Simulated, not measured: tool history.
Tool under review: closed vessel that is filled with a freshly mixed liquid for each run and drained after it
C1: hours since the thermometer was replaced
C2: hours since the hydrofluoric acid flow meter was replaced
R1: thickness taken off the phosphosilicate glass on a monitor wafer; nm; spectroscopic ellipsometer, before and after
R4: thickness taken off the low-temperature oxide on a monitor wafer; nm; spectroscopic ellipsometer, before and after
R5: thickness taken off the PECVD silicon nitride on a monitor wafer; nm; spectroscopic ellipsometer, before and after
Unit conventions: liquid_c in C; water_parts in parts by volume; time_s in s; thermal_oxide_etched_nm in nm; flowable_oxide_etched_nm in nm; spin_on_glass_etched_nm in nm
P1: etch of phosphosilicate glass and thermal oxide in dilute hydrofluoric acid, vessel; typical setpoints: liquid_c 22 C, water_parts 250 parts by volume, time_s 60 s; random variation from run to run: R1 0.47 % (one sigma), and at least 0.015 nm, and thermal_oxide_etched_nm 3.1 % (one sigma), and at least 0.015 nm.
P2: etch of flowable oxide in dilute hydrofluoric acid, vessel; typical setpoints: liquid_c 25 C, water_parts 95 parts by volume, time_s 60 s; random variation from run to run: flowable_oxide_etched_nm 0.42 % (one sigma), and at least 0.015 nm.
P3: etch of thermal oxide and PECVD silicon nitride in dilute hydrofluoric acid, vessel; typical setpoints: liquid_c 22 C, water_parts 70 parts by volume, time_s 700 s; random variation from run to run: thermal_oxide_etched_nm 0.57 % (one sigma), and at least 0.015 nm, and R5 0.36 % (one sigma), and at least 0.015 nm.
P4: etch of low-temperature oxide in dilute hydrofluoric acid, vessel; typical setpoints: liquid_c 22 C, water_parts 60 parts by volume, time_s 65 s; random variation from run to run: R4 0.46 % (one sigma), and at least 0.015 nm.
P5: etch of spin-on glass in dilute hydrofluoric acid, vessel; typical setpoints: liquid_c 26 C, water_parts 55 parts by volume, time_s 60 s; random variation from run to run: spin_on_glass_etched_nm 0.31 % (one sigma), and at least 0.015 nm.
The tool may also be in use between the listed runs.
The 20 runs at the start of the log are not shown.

{"run": 21, "hour": 185.2, "process": "P5", "liquid_c": 26, "water_parts": 55, "time_s": 60, "C1": 819.2, "C2": 781.8, "spin_on_glass_etched_nm": 49.048}
{"run": 22, "hour": 191.2, "process": "P1", "liquid_c": 22, "water_parts": 250, "time_s": 60, "C1": 825.2, "C2": 787.8, "R1": 35.287, "thermal_oxide_etched_nm": 0.89524}
{"run": 23, "hour": 200.4, "process": "P3", "liquid_c": 22, "water_parts": 70, "time_s": 1205, "C1": 834.4, "C2": 797, "thermal_oxide_etched_nm": 76.862, "R5": 85.985}
{"run": 24, "hour": 212.2, "process": "P1", "liquid_c": 29, "water_parts": 250, "time_s": 60, "C1": 846.2, "C2": 808.8, "R1": 45.699, "thermal_oxide_etched_nm": 1.174}
{"run": 25, "hour": 220.1, "process": "P1", "liquid_c": 22, "water_parts": 250, "time_s": 105, "C1": 854.1, "C2": 816.7, "R1": 62.267, "thermal_oxide_etched_nm": 1.4794}
{"run": 26, "hour": 228.8, "process": "P3", "liquid_c": 22, "water_parts": 70, "time_s": 700, "C1": 862.8, "C2": 825.4, "thermal_oxide_etched_nm": 44.357, "R5": 49.79}
{"run": 27, "hour": 235.2, "process": "P2", "liquid_c": 25, "water_parts": 95, "time_s": 60, "C1": 869.2, "C2": 831.8, "flowable_oxide_etched_nm": 23.206}
{"run": 28, "hour": 241.7, "process": "P3", "liquid_c": 29.5, "water_parts": 70, "time_s": 700, "C1": 875.7, "C2": 838.3, "thermal_oxide_etched_nm": 60.295, "R5": 81.571}
{"run": 29, "hour": 249.7, "process": "P5", "liquid_c": 26, "water_parts": 105, "time_s": 60, "C1": 883.7, "C2": 846.3, "spin_on_glass_etched_nm": 24.105}
{"run": 30, "hour": 255.4, "process": "P5", "liquid_c": 26, "water_parts": 55, "time_s": 30, "C1": 889.4, "C2": 852, "spin_on_glass_etched_nm": 24.582}
{"run": 31, "hour": 264.1, "process": "P1", "liquid_c": 22, "water_parts": 250, "time_s": 60, "C1": 898.1, "C2": 860.7, "R1": 35.616, "thermal_oxide_etched_nm": 0.82972}
{"run": 32, "hour": 271.8, "process": "P1", "liquid_c": 22, "water_parts": 250, "time_s": 60, "C1": 905.8, "C2": 868.4, "R1": 36.457, "thermal_oxide_etched_nm": 0.8975}
{"run": 33, "hour": 278.2, "process": "P1", "liquid_c": 22, "water_parts": 250, "time_s": 60, "C1": 912.2, "C2": 874.8, "R1": 36.995, "thermal_oxide_etched_nm": 0.89048}
{"run": 34, "hour": 283.7, "process": "P1", "liquid_c": 22, "water_parts": 250, "time_s": 60, "C1": 917.7, "C2": 880.3, "R1": 36.804, "thermal_oxide_etched_nm": 0.93422}
{"run": 35, "hour": 289.5, "process": "P1", "liquid_c": 22, "water_parts": 250, "time_s": 60, "C1": 923.5, "C2": 886.1, "R1": 37.284, "thermal_oxide_etched_nm": 0.89997}
{"run": 36, "hour": 301.2, "process": "P1", "liquid_c": 22, "water_parts": 250, "time_s": 60, "C1": 935.2, "C2": 897.8, "R1": 37.34, "thermal_oxide_etched_nm": 0.87569}
{"run": 37, "hour": 313.5, "process": "P1", "liquid_c": 22, "water_parts": 250, "time_s": 60, "C1": 947.5, "C2": 910.1, "R1": 37.862, "thermal_oxide_etched_nm": 0.87627}

What will run 38 give?
{"run": 38, "hour": 324.7, "process": "P1", "liquid_c": 22, "water_parts": 250, "time_s": 60, "C1": 958.7, "C2": 921.3, "R1": "?", "thermal_oxide_etched_nm": "?"}

For run 38 the tool returned R1 37.885 nm, thermal_oxide_etched_nm 0.93589 nm.

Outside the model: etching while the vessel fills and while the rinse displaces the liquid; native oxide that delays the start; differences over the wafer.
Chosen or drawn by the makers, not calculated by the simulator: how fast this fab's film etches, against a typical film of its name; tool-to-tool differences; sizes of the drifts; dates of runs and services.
